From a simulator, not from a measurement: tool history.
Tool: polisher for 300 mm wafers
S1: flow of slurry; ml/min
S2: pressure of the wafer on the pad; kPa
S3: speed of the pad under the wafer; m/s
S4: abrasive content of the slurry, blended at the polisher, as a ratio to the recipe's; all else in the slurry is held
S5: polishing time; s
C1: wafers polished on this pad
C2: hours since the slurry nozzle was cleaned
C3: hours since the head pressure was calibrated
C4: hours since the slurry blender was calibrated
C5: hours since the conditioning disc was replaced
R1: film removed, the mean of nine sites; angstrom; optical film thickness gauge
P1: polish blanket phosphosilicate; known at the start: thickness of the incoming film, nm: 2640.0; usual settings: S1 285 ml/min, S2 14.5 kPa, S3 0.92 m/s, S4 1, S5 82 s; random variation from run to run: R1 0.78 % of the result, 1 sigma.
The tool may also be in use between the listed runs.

run 1 hour=11.4 | S1=285 S2=14.5 S3=0.92 S4=1 S5=82 | C1=512 C2=267.5 C3=591.2 C4=331.6 C5=44.1 | R1=4405.3
run 2 hour=19.6 | S1=285 S2=14.5 S3=0.42 S4=1 S5=82 | C1=597 C2=275.7 C3=599.4 C4=339.8 C5=52.3 | R1=2351.7
-- hour=26.2 conditioning disc replaced and pad reconditioned
run 3 hour=31.8 | S1=285 S2=14.5 S3=0.92 S4=0.7 S5=101 | C1=725 C2=287.9 C3=611.6 C4=352 C5=5.6 | R1=4512.4
run 4 hour=45 | S1=285 S2=14.5 S3=0.92 S4=1 S5=82 | C1=863 C2=301.1 C3=624.8 C4=365.2 C5=18.8 | R1=4411.1
run 5 hour=54.9 | S1=285 S2=14.5 S3=0.92 S4=1 S5=39 | C1=967 C2=311 C3=634.7 C4=375.1 C5=28.7 | R1=2091
run 6 hour=64.9 | S1=285 S2=20.7 S3=0.92 S4=1 S5=82 | C1=1071 C2=321 C3=644.7 C4=385.1 C5=38.7 | R1=6219.9
run 7 hour=73.2 | S1=285 S2=14.5 S3=0.92 S4=1 S5=82 | C1=1158 C2=329.3 C3=653 C4=393.4 C5=47 | R1=4430.5
run 8 hour=83.2 | S1=180 S2=14.5 S3=0.92 S4=1 S5=82 | C1=1263 C2=339.3 C3=663 C4=403.4 C5=57 | R1=4151.9
run 9 hour=89.2 | S1=285 S2=14.5 S3=0.56 S4=1 S5=46 | C1=1325 C2=345.3 C3=669 C4=409.4 C5=63 | R1=1637.2
run 10 hour=99 | S1=415 S2=14.5 S3=0.92 S4=1 S5=82 | C1=1428 C2=355.1 C3=678.8 C4=419.2 C5=72.8 | R1=4503.9
run 11 hour=111 | S1=285 S2=14.5 S3=0.92 S4=1 S5=123 | C1=1553 C2=367.1 C3=690.8 C4=431.2 C5=84.8 | R1=6549.9
run 12 hour=122.1 | S1=285 S2=14.5 S3=0.92 S4=1 S5=82 | C1=1669 C2=378.2 C3=701.9 C4=442.3 C5=95.9 | R1=4361.2
run 13 hour=128.1 | S1=285 S2=6.9 S3=0.92 S4=1 S5=82 | C1=1732 C2=384.2 C3=707.9 C4=448.3 C5=101.9 | R1=2090.2
-- hour=129.1 slurry nozzle cleaned
run 14 hour=140.7 | S1=285 S2=14.5 S3=0.92 S4=1.45 S5=82 | C1=1864 C2=11.6 C3=720.5 C4=460.9 C5=114.5 | R1=5146.8
run 15 hour=151.3 | S1=285 S2=14.5 S3=0.92 S4=0.6 S5=82 | C1=1975 C2=22.2 C3=731.1 C4=471.5 C5=125.1 | R1=3377.1
run 16 hour=162.9 | S1=285 S2=14.5 S3=0.92 S4=1 S5=82 | C1=2096 C2=33.8 C3=742.7 C4=483.1 C5=136.7 | R1=4371.4
run 17 hour=169 | S1=285 S2=14.5 S3=0.92 S4=1 S5=82 | C1=2160 C2=39.9 C3=748.8 C4=489.2 C5=142.8 | R1=4421.2
run 18 hour=177.5 | S1=285 S2=14.5 S3=0.92 S4=1.3 S5=51 | C1=2249 C2=48.4 C3=757.3 C4=497.7 C5=151.3 | R1=3044.4
run 19 hour=186.8 | S1=285 S2=14.5 S3=1.38 S4=1 S5=82 | C1=2346 C2=57.7 C3=766.6 C4=507 C5=160.6 | R1=6036
run 20 hour=195.7 | S1=285 S2=14.5 S3=0.92 S4=1 S5=82 | C1=2439 C2=66.6 C3=775.5 C4=515.9 C5=169.5 | R1=4434.8
run 21 hour=204.4 | S1=285 S2=14.5 S3=0.92 S4=1 S5=82 | C1=2530 C2=75.3 C3=784.2 C4=524.6 C5=178.2 | R1=4213.6
run 22 hour=217.1 | S1=285 S2=14.5 S3=0.92 S4=1 S5=82 | C1=2663 C2=88 C3=796.9 C4=537.3 C5=190.9 | R1=4170.2
run 23 hour=228.5 | S1=285 S2=14.5 S3=0.92 S4=1 S5=82 | C1=2782 C2=99.4 C3=808.3 C4=548.7 C5=202.3 | R1=4118.8
run 24 hour=239.4 | S1=285 S2=14.5 S3=0.92 S4=1 S5=82 | C1=2896 C2=110.3 C3=819.2 C4=559.6 C5=213.2 | R1=4078.3
-- hour=251 worn pad replaced by a new one
-- hour=252 slurry nozzle cleaned
run 25 hour=252.7 | S1=285 S2=14.5 S3=0.92 S4=1 S5=82 | C1=18 C2=0.7 C3=832.5 C4=572.9 C5=226.5 | R1=3951.7
run 26 hour=260 | S1=285 S2=14.5 S3=0.92 S4=1 S5=82 | C1=94 C2=8 C3=839.8 C4=580.2 C5=233.8 | R1=3950.4
-- hour=265.2 conditioning disc replaced and pad reconditioned
run 27 hour=269.1 | S1=285 S2=14.5 S3=0.92 S4=1 S5=82 | C1=189 C2=17.1 C3=848.9 C4=589.3 C5=3.9 | R1=3956.8
run 28 hour=278.3 | S1=285 S2=14.5 S3=0.92 S4=1 S5=82 | C1=285 C2=26.3 C3=858.1 C4=598.5 C5=13.1 | R1=4008.6
run 29 hour=290.4 | S1=285 S2=14.5 S3=0.92 S4=1 S5=82 | C1=412 C2=38.4 C3=870.2 C4=610.6 C5=25.2 | R1=3847.6
run 30 hour=296.5 | S1=285 S2=14.5 S3=0.92 S4=1 S5=82 | C1=476 C2=44.5 C3=876.3 C4=616.7 C5=31.3 | R1=3954.1
run 31 hour=306.9 | S1=285 S2=14.5 S3=0.92 S4=1 S5=82 | C1=584 C2=54.9 C3=886.7 C4=627.1 C5=41.7 | R1=3921.8

What P1 gives has crept away from where it was. These 2 causes fit the log equally well, each at the size given:
A: head's pressure below its setpoint, % = 10.7
B: abrasive missing from the slurry, % = 20.9
The creep began at about hour 195.7.
Why every other cause is out:
removal rate lost through wear of the pad, %: serviced at hour 251, which brought nothing back
slurry flow missing at the pad, %: serviced at hour 252, which brought nothing back
time polished since the conditioner stopped cutting, s: serviced at hour 265.2, which brought nothing back

4 check runs are offered, each on 5 wafers whose results are averaged, their results left as question marks. Which one tells the causes apart?
run check 1 hour=317.3 | S1=410 S2=14.5 S3=0.92 S4=1 S5=119 | R1=?
run check 2 hour=317.3 | S1=285 S2=14.5 S3=0.92 S4=0.65 S5=82 | R1=?
run check 3 hour=317.3 | S1=285 S2=14.5 S3=1.38 S4=1 S5=82 | R1=?
run check 4 hour=317.3 | S1=285 S2=10.3 S3=0.56 S4=1 S5=82 | R1=?

What each check would give under each cause:
check=check_1 result=R1 if_A=5857.1 if_B=5855.6
check=check_2 result=R1 if_A=3150.9 if_B=3072.4
check=check_3 result=R1 if_A=5424.9 if_B=5423.5
check=check_4 result=R1 if_A=1883.3 if_B=1882.8
How far apart the two closest causes lie, in the result that separates them most: check 1 0.03 %; check 2 2.52 %; check 3 0.03 %; check 4 0.03 %
Check 2 tells the causes apart: in the others they would give nearly the same result.

Then check 2 was run and gave: R1 3061 angstrom. Which cause is it?

It is B: abrasive missing from the slurry, %.
